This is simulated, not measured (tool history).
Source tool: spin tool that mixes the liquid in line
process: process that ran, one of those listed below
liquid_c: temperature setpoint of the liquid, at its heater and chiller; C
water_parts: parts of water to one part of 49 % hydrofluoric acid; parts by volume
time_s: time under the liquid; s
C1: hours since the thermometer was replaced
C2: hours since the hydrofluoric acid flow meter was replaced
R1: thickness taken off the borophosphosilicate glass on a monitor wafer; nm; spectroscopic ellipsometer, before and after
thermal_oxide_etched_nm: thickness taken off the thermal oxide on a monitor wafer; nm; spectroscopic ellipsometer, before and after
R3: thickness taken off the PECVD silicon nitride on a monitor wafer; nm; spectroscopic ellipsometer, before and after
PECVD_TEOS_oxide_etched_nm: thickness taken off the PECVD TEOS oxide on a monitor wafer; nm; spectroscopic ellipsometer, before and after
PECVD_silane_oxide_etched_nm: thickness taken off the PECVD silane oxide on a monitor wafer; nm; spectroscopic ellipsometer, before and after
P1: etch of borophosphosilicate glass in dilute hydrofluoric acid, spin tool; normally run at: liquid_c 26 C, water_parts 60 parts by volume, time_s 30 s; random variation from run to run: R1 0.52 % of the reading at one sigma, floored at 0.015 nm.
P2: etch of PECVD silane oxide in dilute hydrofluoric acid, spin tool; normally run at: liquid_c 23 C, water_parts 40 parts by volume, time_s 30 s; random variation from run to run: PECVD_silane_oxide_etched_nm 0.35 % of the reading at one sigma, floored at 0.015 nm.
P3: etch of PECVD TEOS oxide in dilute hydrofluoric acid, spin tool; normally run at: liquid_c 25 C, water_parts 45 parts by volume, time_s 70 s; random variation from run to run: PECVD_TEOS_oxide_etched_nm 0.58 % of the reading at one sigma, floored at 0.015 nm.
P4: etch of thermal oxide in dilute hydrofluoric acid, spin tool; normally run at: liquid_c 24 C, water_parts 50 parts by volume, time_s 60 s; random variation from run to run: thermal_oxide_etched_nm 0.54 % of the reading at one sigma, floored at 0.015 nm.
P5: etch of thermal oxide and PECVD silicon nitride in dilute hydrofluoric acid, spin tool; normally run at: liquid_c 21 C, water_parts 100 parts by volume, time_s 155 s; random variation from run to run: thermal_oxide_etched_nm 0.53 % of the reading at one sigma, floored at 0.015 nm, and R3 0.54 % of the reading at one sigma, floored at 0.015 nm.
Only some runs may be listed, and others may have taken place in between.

{"run": 1, "day": 0.262, "process": "P1", "liquid_c": 26, "water_parts": 60, "time_s": 30, "C1": 533.3, "C2": 429.7, "R1": 22.688}
{"run": 2, "day": 0.512, "process": "P5", "liquid_c": 21, "water_parts": 100, "time_s": 60, "C1": 539.3, "C2": 435.7, "thermal_oxide_etched_nm": 2.2341, "R3": 1.9827}
{"run": 3, "day": 0.783, "process": "P3", "liquid_c": 25, "water_parts": 45, "time_s": 70, "C1": 545.8, "C2": 442.2, "PECVD_TEOS_oxide_etched_nm": 35.65}
{"run": 4, "day": 0.996, "process": "P2", "liquid_c": 31, "water_parts": 40, "time_s": 30, "C1": 550.9, "C2": 447.3, "PECVD_silane_oxide_etched_nm": 17.01}
{"run": 5, "day": 1.262, "process": "P1", "liquid_c": 21.5, "water_parts": 60, "time_s": 15, "C1": 557.3, "C2": 453.7, "R1": 9.3391}
{"run": 6, "day": 1.562, "process": "P3", "liquid_c": 25, "water_parts": 20, "time_s": 70, "C1": 564.5, "C2": 460.9, "PECVD_TEOS_oxide_etched_nm": 83.248}
{"run": 7, "day": 1.746, "process": "P4", "liquid_c": 24, "water_parts": 50, "time_s": 30, "C1": 568.9, "C2": 465.3, "thermal_oxide_etched_nm": 3.1971}
{"run": 8, "day": 2.054, "process": "P1", "liquid_c": 26, "water_parts": 60, "time_s": 30, "C1": 576.3, "C2": 472.7, "R1": 22.513}
{"run": 9, "day": 2.212, "process": "P4", "liquid_c": 24, "water_parts": 30, "time_s": 60, "C1": 580.1, "C2": 476.5, "thermal_oxide_etched_nm": 10.748}
{"run": 10, "day": 2.408, "process": "P3", "liquid_c": 33, "water_parts": 45, "time_s": 70, "C1": 584.8, "C2": 481.2, "PECVD_TEOS_oxide_etched_nm": 48.676}
{"run": 11, "day": 2.708, "process": "P1", "liquid_c": 26, "water_parts": 60, "time_s": 30, "C1": 592, "C2": 488.4, "R1": 22.538}
{"run": 12, "day": 2.958, "process": "P1", "liquid_c": 26, "water_parts": 60, "time_s": 55, "C1": 598, "C2": 494.4, "R1": 41.554}
{"run": 13, "day": 3.183, "process": "P1", "liquid_c": 22, "water_parts": 60, "time_s": 30, "C1": 603.4, "C2": 499.8, "R1": 19.268}
{"run": 14, "day": 3.371, "process": "P3", "liquid_c": 25, "water_parts": 45, "time_s": 120, "C1": 607.9, "C2": 504.3, "PECVD_TEOS_oxide_etched_nm": 61.392}
{"run": 15, "day": 3.533, "process": "P1", "liquid_c": 26, "water_parts": 60, "time_s": 30, "C1": 611.8, "C2": 508.2, "R1": 22.467}
{"run": 16, "day": 3.833, "process": "P2", "liquid_c": 23, "water_parts": 40, "time_s": 15, "C1": 619, "C2": 515.4, "PECVD_silane_oxide_etched_nm": 6.1542}
{"run": 17, "day": 3.988, "process": "P5", "liquid_c": 21, "water_parts": 100, "time_s": 155, "C1": 622.7, "C2": 519.1, "thermal_oxide_etched_nm": 5.7802, "R3": 5.1726}
{"run": 18, "day": 4.183, "process": "P1", "liquid_c": 26, "water_parts": 60, "time_s": 30, "C1": 627.4, "C2": 523.8, "R1": 22.402}
{"run": 19, "day": 4.488, "process": "P5", "liquid_c": 21, "water_parts": 175, "time_s": 155, "C1": 634.7, "C2": 531.1, "thermal_oxide_etched_nm": 3.0283, "R3": 2.9573}
{"run": 20, "day": 4.754, "process": "P4", "liquid_c": 30, "water_parts": 50, "time_s": 60, "C1": 641.1, "C2": 537.5, "thermal_oxide_etched_nm": 8.069}
{"run": 21, "day": 4.908, "process": "P4", "liquid_c": 24, "water_parts": 50, "time_s": 60, "C1": 644.8, "C2": 541.2, "thermal_oxide_etched_nm": 6.3051}
{"run": 22, "day": 5.104, "process": "P1", "liquid_c": 26, "water_parts": 60, "time_s": 30, "C1": 649.5, "C2": 545.9, "R1": 22.717}
{"run": 23, "day": 5.396, "process": "P1", "liquid_c": 26, "water_parts": 105, "time_s": 30, "C1": 656.5, "C2": 552.9, "R1": 12.251}
{"run": 24, "day": 5.55, "process": "P2", "liquid_c": 23, "water_parts": 40, "time_s": 30, "C1": 660.2, "C2": 556.6, "PECVD_silane_oxide_etched_nm": 12.257}
{"run": 25, "day": 5.758, "process": "P1", "liquid_c": 26, "water_parts": 60, "time_s": 15, "C1": 665.2, "C2": 561.6, "R1": 11.32}
{"run": 26, "day": 5.996, "process": "P1", "liquid_c": 34, "water_parts": 60, "time_s": 30, "C1": 670.9, "C2": 567.3, "R1": 30.765}
{"run": 27, "day": 6.333, "process": "P2", "liquid_c": 23, "water_parts": 70, "time_s": 30, "C1": 679, "C2": 575.4, "PECVD_silane_oxide_etched_nm": 6.7887}
{"run": 28, "day": 6.483, "process": "P5", "liquid_c": 17, "water_parts": 100, "time_s": 155, "C1": 682.6, "C2": 579, "thermal_oxide_etched_nm": 4.8708, "R3": 3.8925}
{"run": 29, "day": 6.804, "process": "P1", "liquid_c": 26, "water_parts": 60, "time_s": 30, "C1": 690.3, "C2": 586.7, "R1": 22.492}
{"run": 30, "day": 7.079, "process": "P1", "liquid_c": 26, "water_parts": 20, "time_s": 30, "C1": 696.9, "C2": 593.3, "R1": 71.646}
{"run": 31, "day": 7.275, "process": "P5", "liquid_c": 21, "water_parts": 100, "time_s": 155, "C1": 701.6, "C2": 598, "thermal_oxide_etched_nm": 5.7669, "R3": 5.2233}
{"run": 32, "day": 7.579, "process": "P2", "liquid_c": 23, "water_parts": 40, "time_s": 30, "C1": 708.9, "C2": 605.3, "PECVD_silane_oxide_etched_nm": 12.332}
{"run": 33, "day": 7.833, "process": "P1", "liquid_c": 26, "water_parts": 60, "time_s": 30, "C1": 715, "C2": 611.4, "R1": 22.502}
{"run": 34, "day": 8.038, "process": "P1", "liquid_c": 26, "water_parts": 60, "time_s": 30, "C1": 719.9, "C2": 616.3, "R1": 23.195}
{"run": 35, "day": 8.333, "process": "P1", "liquid_c": 26, "water_parts": 60, "time_s": 30, "C1": 727, "C2": 623.4, "R1": 23.619}
{"run": 36, "day": 8.638, "process": "P1", "liquid_c": 26, "water_parts": 60, "time_s": 30, "C1": 734.3, "C2": 630.7, "R1": 23.677}
{"run": 37, "day": 8.85, "process": "P1", "liquid_c": 26, "water_parts": 60, "time_s": 30, "C1": 739.4, "C2": 635.8, "R1": 23.925}
{"run": 38, "day": 9.15, "process": "P1", "liquid_c": 26, "water_parts": 60, "time_s": 30, "C1": 746.6, "C2": 643, "R1": 24.157}
{"run": 39, "day": 9.433, "process": "P1", "liquid_c": 26, "water_parts": 60, "time_s": 30, "C1": 753.4, "C2": 649.8, "R1": 23.737}

P1 has crept away from where it was. The log is fitted equally well by each of these 2 causes, at the sizes shown:
A: hydrofluoric acid flow above the setpoint (%) = 5.61
B: liquid hotter than its thermometer reads (K) = 1.48
The creep began at about day 7.833.

Each of the 4 check runs below uses one wafer; its results are left as question marks. Which run tells the causes apart?
{"run": "check 1", "day": 9.717, "process": "P3", "liquid_c": 25, "water_parts": 45, "time_s": 70, "PECVD_TEOS_oxide_etched_nm": "?"}
{"run": "check 2", "day": 9.717, "process": "P4", "liquid_c": 24, "water_parts": 50, "time_s": 60, "thermal_oxide_etched_nm": "?"}
{"run": "check 3", "day": 9.717, "process": "P5", "liquid_c": 21, "water_parts": 100, "time_s": 155, "thermal_oxide_etched_nm": "?", "R3": "?"}
{"run": "check 4", "day": 9.717, "process": "P2", "liquid_c": 23, "water_parts": 40, "time_s": 30, "PECVD_silane_oxide_etched_nm": "?"}

How each check would come out, cause by cause:
check=check_1 result=PECVD_TEOS_oxide_etched_nm if_A=37.816 if_B=37.91
check=check_2 result=thermal_oxide_etched_nm if_A=6.7097 if_B=6.7255
check=check_3 result=thermal_oxide_etched_nm if_A=6.1215 if_B=6.1165
check=check_3 result=R3 if_A=5.457 if_B=5.7136
check=check_4 result=PECVD_silane_oxide_etched_nm if_A=13.046 if_B=13.103
Distance between the nearest two causes, measured in the result of the check that separates them most: check 1 0.25 %; check 2 0.24 %; check 3 4.59 %; check 4 0.43 %
Of the check runs offered, only check 3 discriminates between the causes; the rest would read about the same regardless of which cause applies.

The results of check 3 are: thermal_oxide_etched_nm 6.1165 nm; R3 5.7434 nm. Based on these, which of the listed causes is it?

The cause is B: liquid hotter than its thermometer reads (K).

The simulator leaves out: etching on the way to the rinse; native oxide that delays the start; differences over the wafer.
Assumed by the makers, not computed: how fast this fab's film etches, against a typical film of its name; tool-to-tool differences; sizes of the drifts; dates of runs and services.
